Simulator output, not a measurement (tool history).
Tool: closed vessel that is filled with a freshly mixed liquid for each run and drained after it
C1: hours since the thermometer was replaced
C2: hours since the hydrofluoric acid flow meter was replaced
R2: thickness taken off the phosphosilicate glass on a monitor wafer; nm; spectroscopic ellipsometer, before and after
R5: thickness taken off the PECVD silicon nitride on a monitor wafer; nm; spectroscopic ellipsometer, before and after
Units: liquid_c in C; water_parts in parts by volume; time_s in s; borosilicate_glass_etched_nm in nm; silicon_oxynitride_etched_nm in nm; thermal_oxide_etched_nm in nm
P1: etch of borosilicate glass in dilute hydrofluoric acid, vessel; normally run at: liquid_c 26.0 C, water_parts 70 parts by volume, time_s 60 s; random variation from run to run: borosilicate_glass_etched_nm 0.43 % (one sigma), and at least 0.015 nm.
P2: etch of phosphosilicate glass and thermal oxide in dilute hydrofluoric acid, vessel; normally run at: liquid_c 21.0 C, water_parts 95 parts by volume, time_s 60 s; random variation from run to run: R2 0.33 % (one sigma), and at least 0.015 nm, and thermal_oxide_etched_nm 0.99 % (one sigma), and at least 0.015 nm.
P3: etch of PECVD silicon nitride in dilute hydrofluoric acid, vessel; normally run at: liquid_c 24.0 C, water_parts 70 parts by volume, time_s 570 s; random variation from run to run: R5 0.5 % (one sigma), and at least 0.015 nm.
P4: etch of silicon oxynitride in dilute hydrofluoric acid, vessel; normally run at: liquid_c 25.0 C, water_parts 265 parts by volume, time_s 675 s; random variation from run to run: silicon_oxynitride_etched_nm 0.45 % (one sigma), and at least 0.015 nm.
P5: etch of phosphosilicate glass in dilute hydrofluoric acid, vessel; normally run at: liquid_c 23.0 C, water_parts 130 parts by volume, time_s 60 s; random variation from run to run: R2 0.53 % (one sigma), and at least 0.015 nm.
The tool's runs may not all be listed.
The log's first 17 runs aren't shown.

Run 18, hour 225.8: process P2, liquid_c 21.0 C, water_parts 95 parts by volume, time_s 60 s; C1 1111.6; C2 482.4. Result: R2 50.752 nm, thermal_oxide_etched_nm 2.6556 nm.
Run 19, hour 242.1: process P4, liquid_c 25.0 C, water_parts 265 parts by volume, time_s 1030 s; C1 1127.9; C2 498.7. Result: silicon_oxynitride_etched_nm 8.7238 nm.
Run 20, hour 253.7: process P4, liquid_c 25.0 C, water_parts 265 parts by volume, time_s 675 s; C1 1139.5; C2 510.3. Result: silicon_oxynitride_etched_nm 5.7044 nm.
Run 21, hour 268.5: process P1, liquid_c 26.0 C, water_parts 40 parts by volume, time_s 60 s; C1 1154.3; C2 525.1. Result: borosilicate_glass_etched_nm 49.824 nm.
Run 22, hour 280.8: process P1, liquid_c 26.0 C, water_parts 70 parts by volume, time_s 60 s; C1 1166.6; C2 537.4. Result: borosilicate_glass_etched_nm 27.149 nm.
Run 23, hour 290.8: process P1, liquid_c 26.0 C, water_parts 70 parts by volume, time_s 100 s; C1 1176.6; C2 547.4. Result: borosilicate_glass_etched_nm 45.145 nm.
Run 24, hour 306.5: process P5, liquid_c 23.0 C, water_parts 130 parts by volume, time_s 60 s; C1 1192.3; C2 563.1. Result: R2 34.603 nm.
Run 25, hour 323.0: process P2, liquid_c 21.0 C, water_parts 95 parts by volume, time_s 85 s; C1 1208.8; C2 579.6. Result: R2 71.498 nm, thermal_oxide_etched_nm 3.9314 nm.
Run 26, hour 330.8: process P2, liquid_c 21.0 C, water_parts 135 parts by volume, time_s 60 s; C1 1216.6; C2 587.4. Result: R2 34.157 nm, thermal_oxide_etched_nm 1.8469 nm.
Run 27, hour 346.0: process P1, liquid_c 26.0 C, water_parts 70 parts by volume, time_s 60 s; C1 1231.8; C2 602.6. Result: borosilicate_glass_etched_nm 27.048 nm.
Run 28, hour 356.0: process P1, liquid_c 26.0 C, water_parts 125 parts by volume, time_s 95 s; C1 1241.8; C2 612.6. Result: borosilicate_glass_etched_nm 22.464 nm.
Run 29, hour 366.7: process P3, liquid_c 24.0 C, water_parts 100 parts by volume, time_s 570 s; C1 1252.5; C2 623.3. Result: R5 10.1920 nm.
Run 30, hour 380.8: process P2, liquid_c 26.5 C, water_parts 95 parts by volume, time_s 60 s; C1 1266.6; C2 637.4. Result: R2 63.473 nm, thermal_oxide_etched_nm 3.4289 nm.
Run 31, hour 396.9: process P1, liquid_c 31.0 C, water_parts 105 parts by volume, time_s 60 s; C1 1282.7; C2 653.5. Result: borosilicate_glass_etched_nm 20.929 nm.
Run 32, hour 405.5: process P1, liquid_c 26.0 C, water_parts 105 parts by volume, time_s 60 s; C1 1291.3; C2 662.1. Result: borosilicate_glass_etched_nm 17.289 nm.
Run 33, hour 414.5: process P5, liquid_c 23.0 C, water_parts 25 parts by volume, time_s 60 s; C1 1300.3; C2 671.1. Result: R2 204.090 nm.
Run 34, hour 430.0: process P1, liquid_c 26.0 C, water_parts 70 parts by volume, time_s 60 s; C1 1315.8; C2 686.6. Result: borosilicate_glass_etched_nm 27.282 nm.
Run 35, hour 441.7: process P1, liquid_c 26.0 C, water_parts 70 parts by volume, time_s 60 s; C1 1327.5; C2 698.3. Result: borosilicate_glass_etched_nm 26.091 nm.
Run 36, hour 453.0: process P1, liquid_c 26.0 C, water_parts 70 parts by volume, time_s 60 s; C1 1338.8; C2 709.6. Result: borosilicate_glass_etched_nm 25.720 nm.

The next listed run, before its measurement:
Run 37, hour 462.9: process P1, liquid_c 26.0 C, water_parts 70 parts by volume, time_s 60 s; C1 1348.7; C2 719.5. Result: borosilicate_glass_etched_nm ?.

borosilicate_glass_etched_nm: 25.375 nm
